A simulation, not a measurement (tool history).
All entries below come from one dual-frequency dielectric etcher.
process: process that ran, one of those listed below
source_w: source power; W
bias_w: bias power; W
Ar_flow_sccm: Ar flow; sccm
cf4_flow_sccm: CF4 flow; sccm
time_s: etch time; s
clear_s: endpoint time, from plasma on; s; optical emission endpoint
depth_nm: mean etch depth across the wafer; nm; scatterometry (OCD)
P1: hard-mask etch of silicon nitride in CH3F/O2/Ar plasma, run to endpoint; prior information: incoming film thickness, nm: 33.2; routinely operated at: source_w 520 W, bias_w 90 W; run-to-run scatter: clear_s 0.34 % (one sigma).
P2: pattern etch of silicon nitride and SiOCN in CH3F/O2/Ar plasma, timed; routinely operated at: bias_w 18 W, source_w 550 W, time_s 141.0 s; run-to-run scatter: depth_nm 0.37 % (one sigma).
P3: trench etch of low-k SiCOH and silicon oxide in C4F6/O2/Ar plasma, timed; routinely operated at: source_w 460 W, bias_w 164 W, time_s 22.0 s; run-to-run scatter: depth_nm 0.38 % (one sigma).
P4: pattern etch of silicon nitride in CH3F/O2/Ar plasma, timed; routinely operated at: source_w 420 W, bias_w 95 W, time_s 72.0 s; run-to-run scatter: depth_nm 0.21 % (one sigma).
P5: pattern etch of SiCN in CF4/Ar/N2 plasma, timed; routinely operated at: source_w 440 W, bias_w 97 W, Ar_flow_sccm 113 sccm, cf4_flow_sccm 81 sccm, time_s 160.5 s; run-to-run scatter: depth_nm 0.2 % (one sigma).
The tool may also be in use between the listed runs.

run,hour,process,source_w,bias_w,Ar_flow_sccm,cf4_flow_sccm,time_s,clear_s,depth_nm
1,5.8,P1,520,90,,,,39.643,
2,14.5,P5,440,97,71,81,160.5,,161.580
3,19.5,P1,520,90,,,,39.501,
4,25.4,P4,420,95,,,72.0,,54.888
5,31.7,P1,520,90,,,,39.711,
6,37.3,P2,550,18,,,141.0,,19.399
7,43.6,P5,440,97,113,81,160.5,,153.000
8,51.6,P1,520,90,,,,39.641,
9,56.5,P1,520,90,,,,39.620,
10,60.8,P3,460,164,,,22.0,,68.117
11,65.7,P1,520,73,,,,42.565,
12,73.9,P5,440,97,113,54,160.5,,143.570
13,77.9,P4,420,132,,,72.0,,62.040
14,85.4,P4,270,95,,,72.0,,46.467
15,93.1,P1,640,90,,,,36.703,
16,101.6,P1,320,90,,,,47.290,
17,105.7,P5,290,97,113,81,160.5,,106.250
18,109.6,P1,660,107,,,,34.084,
19,118.0,P5,440,97,113,81,160.5,,152.230
20,126.3,P2,550,13,,,141.0,,16.995
21,134.1,P1,670,71,,,,38.976,
22,141.8,P5,440,97,113,81,195.5,,185.890
23,147.3,P4,420,95,,,47.0,,35.784
24,153.4,P1,520,90,,,,39.549,
25,159.9,P3,460,231,,,22.0,,75.555
26,163.8,P4,420,95,,,72.0,,54.997
27,169.3,P2,550,18,,,94.0,,12.961
28,174.7,P1,520,119,,,,35.692,
29,181.7,P2,660,18,,,141.0,,20.578
30,189.1,P5,440,64,113,81,160.5,,131.820
31,193.2,P3,550,164,,,22.0,,72.835
32,200.5,P3,460,164,,,12.0,,36.986
33,208.8,P1,520,90,,,,39.718,
34,214.5,P1,520,90,,,,39.879,
35,221.8,P1,520,90,,,,39.846,
36,229.3,P1,520,90,,,,40.320,
37,238.0,P1,520,90,,,,40.206,
# hour 242.0: wet clean of the chamber
38,242.3,P1,520,90,,,,40.152,
39,249.3,P1,520,90,,,,40.208,
40,254.7,P1,520,90,,,,40.195,
41,261.5,P1,520,90,,,,40.113,
42,267.1,P1,520,90,,,,40.268,
43,273.7,P1,520,90,,,,40.582,
44,282.1,P1,520,90,,,,40.318,

P1 has crept away from where it was. The log is fitted equally well by each of these 2 causes, at the sizes shown:
A: source power that arrives under what is set, % = 4.43
B: bias power that arrives under what is set, % = 4.74
The drift started at roughly hour 208.8.
All other causes, with the reason each is excluded:
chamber walls in a state that lowers the etch rate, %: serviced at hour 242.0, after the drift had started, without restoring the earlier output

Each of the 4 check runs below uses one wafer; its results are left as question marks. Which run tells the causes apart?
check 1,290.5,P2,550,18,,,141.0,,?
check 2,290.5,P4,420,95,,,72.0,,?
check 3,290.5,P3,460,164,,,22.0,,?
check 4,290.5,P5,440,97,113,81,160.5,,?

Expected result of each check under each candidate cause:
check,result,if A,if B
check 1,depth_nm,19.027,18.956
check 2,depth_nm,53.932,53.901
check 3,depth_nm,66.832,67.034
check 4,depth_nm,146.760,149.990
How far apart the two closest causes lie, in the result that separates them most: check 1 0.38 %; check 2 0.06 %; check 3 0.3 %; check 4 2.18 %
Check 4 is the one run that separates the causes; every other check would come out nearly the same whichever cause is at work.

The results of check 4 are: depth_nm 147.250 nm. Based on these, which of the listed causes is it?

A is the cause: source power that arrives under what is set, %.
